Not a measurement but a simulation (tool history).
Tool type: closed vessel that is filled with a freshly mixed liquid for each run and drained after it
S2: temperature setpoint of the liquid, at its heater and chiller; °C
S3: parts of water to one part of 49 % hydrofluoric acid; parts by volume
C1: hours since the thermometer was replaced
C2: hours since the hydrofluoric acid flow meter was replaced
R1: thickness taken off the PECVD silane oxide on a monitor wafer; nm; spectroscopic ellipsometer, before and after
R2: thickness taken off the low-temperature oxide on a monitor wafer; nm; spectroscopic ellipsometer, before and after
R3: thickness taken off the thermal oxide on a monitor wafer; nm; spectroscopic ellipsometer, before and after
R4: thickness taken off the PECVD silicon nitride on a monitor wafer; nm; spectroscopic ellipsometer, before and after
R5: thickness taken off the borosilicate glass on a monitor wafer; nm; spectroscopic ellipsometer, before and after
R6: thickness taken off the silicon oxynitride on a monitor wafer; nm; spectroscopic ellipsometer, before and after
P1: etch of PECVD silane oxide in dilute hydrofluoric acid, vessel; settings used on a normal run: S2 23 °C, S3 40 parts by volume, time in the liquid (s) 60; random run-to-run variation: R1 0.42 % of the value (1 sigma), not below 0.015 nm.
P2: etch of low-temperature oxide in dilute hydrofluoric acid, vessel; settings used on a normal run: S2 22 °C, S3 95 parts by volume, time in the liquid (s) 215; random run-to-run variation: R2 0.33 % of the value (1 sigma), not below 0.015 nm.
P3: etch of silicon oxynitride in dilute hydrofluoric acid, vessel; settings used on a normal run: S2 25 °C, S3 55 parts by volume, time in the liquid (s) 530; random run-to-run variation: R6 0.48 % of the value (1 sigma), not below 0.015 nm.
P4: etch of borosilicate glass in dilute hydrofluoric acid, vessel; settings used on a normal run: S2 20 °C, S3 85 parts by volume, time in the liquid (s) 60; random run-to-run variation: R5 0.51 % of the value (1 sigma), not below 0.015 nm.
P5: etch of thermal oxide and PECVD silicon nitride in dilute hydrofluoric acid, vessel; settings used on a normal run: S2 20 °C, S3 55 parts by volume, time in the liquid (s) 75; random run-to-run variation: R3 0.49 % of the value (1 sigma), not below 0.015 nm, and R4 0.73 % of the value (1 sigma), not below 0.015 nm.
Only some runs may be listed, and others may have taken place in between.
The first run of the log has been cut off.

{"run": 2, "hour": 9.5, "process that ran": "P2", "S2": 22, "S3": 30, "time in the liquid (s)": 215, "C1": 985.1, "C2": 1389.3, "R2": 88.739}
{"run": 3, "hour": 14.3, "process that ran": "P1", "S2": 23, "S3": 40, "time in the liquid (s)": 60, "C1": 989.9, "C2": 1394.1, "R1": 70.668}
{"run": 4, "hour": 19.8, "process that ran": "P5", "S2": 20, "S3": 55, "time in the liquid (s)": 30, "C1": 995.4, "C2": 1399.6, "R3": 2.3458, "R4": 1.2767}
{"run": 5, "hour": 24.2, "process that ran": "P1", "S2": 23, "S3": 40, "time in the liquid (s)": 60, "C1": 999.8, "C2": 1404, "R1": 70.64}
{"run": 6, "hour": 29.2, "process that ran": "P5", "S2": 20, "S3": 55, "time in the liquid (s)": 75, "C1": 1004.8, "C2": 1409, "R3": 5.787, "R4": 3.1081}
{"run": 7, "hour": 34.3, "process that ran": "P2", "S2": 22, "S3": 95, "time in the liquid (s)": 95, "C1": 1009.9, "C2": 1414.1, "R2": 11.534}
{"run": 8, "hour": 38.3, "process that ran": "P1", "S2": 23, "S3": 40, "time in the liquid (s)": 60, "C1": 1013.9, "C2": 1418.1, "R1": 70.971}
{"run": 9, "hour": 43.7, "process that ran": "P4", "S2": 20, "S3": 85, "time in the liquid (s)": 60, "C1": 1019.3, "C2": 1423.5, "R5": 21.938}
{"run": 10, "hour": 48.7, "process that ran": "P3", "S2": 18.5, "S3": 55, "time in the liquid (s)": 530, "C1": 1024.3, "C2": 1428.5, "R6": 20.345}
{"run": 11, "hour": 52.3, "process that ran": "P1", "S2": 29, "S3": 40, "time in the liquid (s)": 110, "C1": 1027.9, "C2": 1432.1, "R1": 165.46}
{"run": 12, "hour": 57.3, "process that ran": "P1", "S2": 23, "S3": 65, "time in the liquid (s)": 60, "C1": 1032.9, "C2": 1437.1, "R1": 42.28}
{"run": 13, "hour": 60.8, "process that ran": "P2", "S2": 22, "S3": 95, "time in the liquid (s)": 215, "C1": 1036.4, "C2": 1440.6, "R2": 25.999}
{"run": 14, "hour": 63.2, "process that ran": "P4", "S2": 20, "S3": 85, "time in the liquid (s)": 30, "C1": 1038.8, "C2": 1443, "R5": 10.945}
{"run": 15, "hour": 65.8, "process that ran": "P1", "S2": 17.5, "S3": 40, "time in the liquid (s)": 60, "C1": 1041.4, "C2": 1445.6, "R1": 55.945}
{"run": 16, "hour": 71.1, "process that ran": "P1", "S2": 23, "S3": 40, "time in the liquid (s)": 60, "C1": 1046.7, "C2": 1450.9, "R1": 70.747}
{"run": 17, "hour": 73.8, "process that ran": "P1", "S2": 23, "S3": 40, "time in the liquid (s)": 30, "C1": 1049.4, "C2": 1453.6, "R1": 35.277}
{"run": 18, "hour": 78.6, "process that ran": "P2", "S2": 17, "S3": 95, "time in the liquid (s)": 215, "C1": 1054.2, "C2": 1458.4, "R2": 21.232}
{"run": 19, "hour": 83.1, "process that ran": "P1", "S2": 23, "S3": 40, "time in the liquid (s)": 60, "C1": 1058.7, "C2": 1462.9, "R1": 70.467}
{"run": 20, "hour": 87.8, "process that ran": "P3", "S2": 25, "S3": 20, "time in the liquid (s)": 530, "C1": 1063.4, "C2": 1467.6, "R6": 79.202}
{"run": 21, "hour": 92.2, "process that ran": "P1", "S2": 23, "S3": 20, "time in the liquid (s)": 60, "C1": 1067.8, "C2": 1472, "R1": 146.26}
{"run": 22, "hour": 95.4, "process that ran": "P1", "S2": 23, "S3": 40, "time in the liquid (s)": 90, "C1": 1071, "C2": 1475.2, "R1": 105.48}
{"run": 23, "hour": 100.2, "process that ran": "P4", "S2": 20, "S3": 145, "time in the liquid (s)": 60, "C1": 1075.8, "C2": 1480, "R5": 12.007}

The next listed run, before its measurement:
{"run": 24, "hour": 105.0, "process that ran": "P1", "S2": 28.5, "S3": 40, "time in the liquid (s)": 90, "C1": 1080.6, "C2": 1484.8, "R1": "?"}

Run 24 yielded R1 132.39 nm.
